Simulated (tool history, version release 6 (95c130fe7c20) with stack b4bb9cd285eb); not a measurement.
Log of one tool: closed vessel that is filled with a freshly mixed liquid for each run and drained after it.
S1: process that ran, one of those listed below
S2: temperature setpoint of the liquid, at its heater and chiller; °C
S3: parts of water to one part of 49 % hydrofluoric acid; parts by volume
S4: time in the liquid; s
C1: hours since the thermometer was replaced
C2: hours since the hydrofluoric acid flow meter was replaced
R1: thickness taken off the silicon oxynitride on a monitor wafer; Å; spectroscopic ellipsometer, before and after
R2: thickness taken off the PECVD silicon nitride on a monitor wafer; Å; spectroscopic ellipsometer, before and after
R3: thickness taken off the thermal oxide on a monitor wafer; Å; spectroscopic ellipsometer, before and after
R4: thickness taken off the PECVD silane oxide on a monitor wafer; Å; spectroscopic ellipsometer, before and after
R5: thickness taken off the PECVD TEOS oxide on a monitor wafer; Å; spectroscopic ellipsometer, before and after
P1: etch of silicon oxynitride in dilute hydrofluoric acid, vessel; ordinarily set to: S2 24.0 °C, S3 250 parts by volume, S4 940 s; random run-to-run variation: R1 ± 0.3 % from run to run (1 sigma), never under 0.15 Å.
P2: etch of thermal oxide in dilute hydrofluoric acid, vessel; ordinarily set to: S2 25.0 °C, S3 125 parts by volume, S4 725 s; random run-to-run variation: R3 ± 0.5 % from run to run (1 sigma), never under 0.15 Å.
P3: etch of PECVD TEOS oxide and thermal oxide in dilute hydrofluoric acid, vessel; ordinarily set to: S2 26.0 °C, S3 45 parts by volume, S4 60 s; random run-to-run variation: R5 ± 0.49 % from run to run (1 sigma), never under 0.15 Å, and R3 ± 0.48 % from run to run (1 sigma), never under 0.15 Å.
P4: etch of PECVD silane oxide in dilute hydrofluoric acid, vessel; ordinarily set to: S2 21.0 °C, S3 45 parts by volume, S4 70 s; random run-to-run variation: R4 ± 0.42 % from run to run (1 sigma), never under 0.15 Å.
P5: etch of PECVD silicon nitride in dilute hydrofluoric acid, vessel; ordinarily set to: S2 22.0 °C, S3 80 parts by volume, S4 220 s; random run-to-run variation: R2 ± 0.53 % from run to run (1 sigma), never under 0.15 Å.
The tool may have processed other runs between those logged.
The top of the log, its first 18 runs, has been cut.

{"run": 19, "hour": 177.8, "S1": "P1", "S2": 24.0, "S3": 145, "S4": 480, "C1": 1237.0, "C2": 1958.9, "R1": 78.067}
{"run": 20, "hour": 184.8, "S1": "P3", "S2": 26.0, "S3": 70, "S4": 60, "C1": 1244.0, "C2": 1965.9, "R3": 47.747, "R5": 198.68}
{"run": 21, "hour": 192.8, "S1": "P1", "S2": 24.0, "S3": 250, "S4": 940, "C1": 1252.0, "C2": 1973.9, "R1": 81.969}
{"run": 22, "hour": 204.7, "S1": "P1", "S2": 24.0, "S3": 250, "S4": 940, "C1": 1263.9, "C2": 1985.8, "R1": 81.712}
{"run": 23, "hour": 214.6, "S1": "P3", "S2": 26.0, "S3": 45, "S4": 60, "C1": 1273.8, "C2": 1995.7, "R3": 77.552, "R5": 318.96}
{"run": 24, "hour": 226.1, "S1": "P4", "S2": 17.0, "S3": 45, "S4": 70, "C1": 1285.3, "C2": 2007.2, "R4": 199.74}
{"run": 25, "hour": 233.7, "S1": "P2", "S2": 25.0, "S3": 125, "S4": 725, "C1": 1292.9, "C2": 2014.8, "R3": 275.76}
{"run": 26, "hour": 240.0, "S1": "P3", "S2": 18.5, "S3": 45, "S4": 60, "C1": 1299.2, "C2": 2021.1, "R3": 56.428, "R5": 236.02}
{"run": 27, "hour": 251.6, "S1": "P5", "S2": 22.0, "S3": 80, "S4": 350, "C1": 1310.8, "C2": 2032.7, "R2": 61.657}
{"run": 28, "hour": 259.5, "S1": "P5", "S2": 22.0, "S3": 80, "S4": 220, "C1": 1318.7, "C2": 2040.6, "R2": 38.47}
{"run": 29, "hour": 269.2, "S1": "P1", "S2": 24.0, "S3": 455, "S4": 940, "C1": 1328.4, "C2": 2050.3, "R1": 38.973}
{"run": 30, "hour": 278.4, "S1": "P1", "S2": 28.5, "S3": 250, "S4": 940, "C1": 1337.6, "C2": 2059.5, "R1": 98.399}
{"run": 31, "hour": 290.2, "S1": "P1", "S2": 24.0, "S3": 170, "S4": 90, "C1": 1349.4, "C2": 2071.3, "R1": 12.08}
{"run": 32, "hour": 298.8, "S1": "P3", "S2": 26.0, "S3": 45, "S4": 60, "C1": 1358.0, "C2": 2079.9, "R3": 76.977, "R5": 318.58}
{"run": 33, "hour": 310.7, "S1": "P3", "S2": 26.0, "S3": 45, "S4": 105, "C1": 1369.9, "C2": 2091.8, "R3": 135.73, "R5": 564.65}
{"run": 34, "hour": 321.8, "S1": "P1", "S2": 24.0, "S3": 250, "S4": 940, "C1": 1381.0, "C2": 2102.9, "R1": 81.517}
{"run": 35, "hour": 328.7, "S1": "P1", "S2": 24.0, "S3": 250, "S4": 940, "C1": 1387.9, "C2": 2109.8, "R1": 78.931}

What will run 36 give?
{"run": 36, "hour": 338.5, "S1": "P1", "S2": 24.0, "S3": 250, "S4": 940, "C1": 1397.7, "C2": 2119.6, "R1": "?"}

{"run 36": {"R1": 76.193}}

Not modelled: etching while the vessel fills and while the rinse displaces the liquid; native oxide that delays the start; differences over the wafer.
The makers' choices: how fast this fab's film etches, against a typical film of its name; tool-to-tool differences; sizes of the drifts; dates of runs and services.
